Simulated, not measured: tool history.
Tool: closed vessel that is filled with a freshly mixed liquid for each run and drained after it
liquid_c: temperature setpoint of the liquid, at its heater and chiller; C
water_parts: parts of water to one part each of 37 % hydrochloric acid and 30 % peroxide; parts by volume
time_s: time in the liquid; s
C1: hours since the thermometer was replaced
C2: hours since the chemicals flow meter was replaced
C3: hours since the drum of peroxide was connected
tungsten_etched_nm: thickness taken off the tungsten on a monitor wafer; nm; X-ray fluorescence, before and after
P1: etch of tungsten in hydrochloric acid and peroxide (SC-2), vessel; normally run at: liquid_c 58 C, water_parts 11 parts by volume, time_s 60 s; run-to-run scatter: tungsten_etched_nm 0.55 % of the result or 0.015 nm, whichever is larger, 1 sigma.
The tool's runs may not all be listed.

Run 1, day 0.408: liquid_c 58 C, water_parts 11 parts by volume, time_s 60 s; C1 834.4; C2 585.8; C3 192.2. Result: tungsten_etched_nm 14.842 nm.
Run 2, day 0.821: liquid_c 58 C, water_parts 11 parts by volume, time_s 115 s; C1 844.3; C2 595.7; C3 202.1. Result: tungsten_etched_nm 29.123 nm.
Run 3, day 1.433: liquid_c 72 C, water_parts 11 parts by volume, time_s 60 s; C1 859; C2 610.4; C3 216.8. Result: tungsten_etched_nm 35.58 nm.
Run 4, day 1.954: liquid_c 58 C, water_parts 11 parts by volume, time_s 30 s; C1 871.5; C2 622.9; C3 229.3. Result: tungsten_etched_nm 7.4321 nm.
Run 5, day 2.408: liquid_c 58 C, water_parts 4 parts by volume, time_s 60 s; C1 882.4; C2 633.8; C3 240.2. Result: tungsten_etched_nm 33.087 nm.
Run 6, day 3.012: liquid_c 71.5 C, water_parts 11 parts by volume, time_s 115 s; C1 896.9; C2 648.3; C3 254.7. Result: tungsten_etched_nm 65.709 nm.
Run 7, day 3.596: liquid_c 49.5 C, water_parts 11 parts by volume, time_s 60 s; C1 910.9; C2 662.3; C3 268.7. Result: tungsten_etched_nm 8.7102 nm.
Run 8, day 3.971: liquid_c 58 C, water_parts 11 parts by volume, time_s 60 s; C1 919.9; C2 671.3; C3 277.7. Result: tungsten_etched_nm 15.003 nm.
At day 4.483: chemicals flow meter replaced.
Run 9, day 4.488: liquid_c 58 C, water_parts 11 parts by volume, time_s 60 s; C1 932.3; C2 0.1; C3 290.1. Result: tungsten_etched_nm 15.105 nm.
Run 10, day 5.229: liquid_c 45 C, water_parts 11 parts by volume, time_s 30 s; C1 950.1; C2 17.9; C3 307.9. Result: tungsten_etched_nm 3.2061 nm.

The next listed run, before its measurement:
Run 11, day 5.75: liquid_c 58 C, water_parts 11 parts by volume, time_s 60 s; C1 962.6; C2 30.4; C3 320.4. Result: tungsten_etched_nm ?.

tungsten_etched_nm: 15.199 nm
